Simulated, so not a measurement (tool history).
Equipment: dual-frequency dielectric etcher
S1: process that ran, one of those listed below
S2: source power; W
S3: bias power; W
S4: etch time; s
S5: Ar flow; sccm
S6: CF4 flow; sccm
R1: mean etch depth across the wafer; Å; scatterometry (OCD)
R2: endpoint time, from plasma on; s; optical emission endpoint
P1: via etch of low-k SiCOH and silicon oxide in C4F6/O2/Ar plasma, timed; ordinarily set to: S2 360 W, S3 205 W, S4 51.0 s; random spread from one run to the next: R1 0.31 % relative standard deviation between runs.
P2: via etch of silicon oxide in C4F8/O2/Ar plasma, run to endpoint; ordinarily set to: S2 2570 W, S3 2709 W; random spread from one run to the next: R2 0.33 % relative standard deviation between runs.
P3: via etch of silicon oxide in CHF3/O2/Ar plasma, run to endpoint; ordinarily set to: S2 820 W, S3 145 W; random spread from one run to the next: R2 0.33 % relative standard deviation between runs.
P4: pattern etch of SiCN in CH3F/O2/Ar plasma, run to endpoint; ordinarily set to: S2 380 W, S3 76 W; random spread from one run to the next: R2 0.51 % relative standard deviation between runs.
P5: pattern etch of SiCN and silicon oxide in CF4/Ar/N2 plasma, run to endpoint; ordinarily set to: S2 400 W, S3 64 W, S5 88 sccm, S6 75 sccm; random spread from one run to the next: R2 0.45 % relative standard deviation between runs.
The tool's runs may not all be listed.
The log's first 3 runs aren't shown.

Run 4, day 1.221: S1 P4, S2 380 W, S3 76 W. Result: R2 31.817 s.
Run 5, day 1.579: S1 P1, S2 360 W, S3 205 W, S4 51.0 s. Result: R1 1321.60 Å.
Run 6, day 1.821: S1 P1, S2 360 W, S3 120 W, S4 51.0 s. Result: R1 1121.90 Å.
Run 7, day 2.112: S1 P5, S2 400 W, S3 64 W, S5 64 sccm, S6 75 sccm. Result: R2 15.150 s.
At day 2.242: bias power generator calibrated.
Run 8, day 2.462: S1 P4, S2 380 W, S3 104 W. Result: R2 28.344 s.
Run 9, day 2.821: S1 P5, S2 400 W, S3 64 W, S5 88 sccm, S6 44 sccm. Result: R2 17.054 s.
Run 10, day 3.100: S1 P5, S2 550 W, S3 64 W, S5 88 sccm, S6 75 sccm. Result: R2 11.920 s.
Run 11, day 3.438: S1 P5, S2 400 W, S3 64 W, S5 88 sccm, S6 75 sccm. Result: R2 15.778 s.
Run 12, day 3.808: S1 P1, S2 360 W, S3 205 W, S4 37.5 s. Result: R1 969.92 Å.
Run 13, day 4.150: S1 P1, S2 360 W, S3 205 W, S4 51.0 s. Result: R1 1321.60 Å.
Run 14, day 4.462: S1 P3, S2 990 W, S3 145 W. Result: R2 362.610 s.
Run 15, day 4.700: S1 P2, S2 2570 W, S3 2709 W. Result: R2 160.360 s.
Run 16, day 5.050: S1 P4, S2 480 W, S3 76 W. Result: R2 29.197 s.
Run 17, day 5.225: S1 P1, S2 360 W, S3 205 W, S4 51.0 s. Result: R1 1311.50 Å.
Run 18, day 5.571: S1 P1, S2 360 W, S3 205 W, S4 51.0 s. Result: R1 1316.50 Å.
Run 19, day 5.800: S1 P2, S2 2570 W, S3 2045 W. Result: R2 173.640 s.
At day 6.146: source power generator calibrated.
Run 20, day 6.175: S1 P3, S2 820 W, S3 145 W. Result: R2 390.820 s.
Run 21, day 6.492: S1 P5, S2 400 W, S3 45 W, S5 88 sccm, S6 75 sccm. Result: R2 17.680 s.
Run 22, day 6.788: S1 P1, S2 450 W, S3 276 W, S4 51.0 s. Result: R1 1586.30 Å.
Run 23, day 7.083: S1 P2, S2 1710 W, S3 2709 W. Result: R2 188.370 s.
At day 7.092: wet clean of the chamber.
Run 24, day 7.408: S1 P5, S2 400 W, S3 64 W, S5 88 sccm, S6 75 sccm. Result: R2 15.720 s.
Run 25, day 7.650: S1 P4, S2 380 W, S3 76 W. Result: R2 31.668 s.
Run 26, day 7.933: S1 P1, S2 360 W, S3 205 W, S4 51.0 s. Result: R1 1321.40 Å.

Run 27, settings as shown, results not yet in. Your forecast:
Run 27, day 8.217: S1 P2, S2 2570 W, S3 2709 W. Result: R2 ?.

Run 27 produced R2 161.090 s.
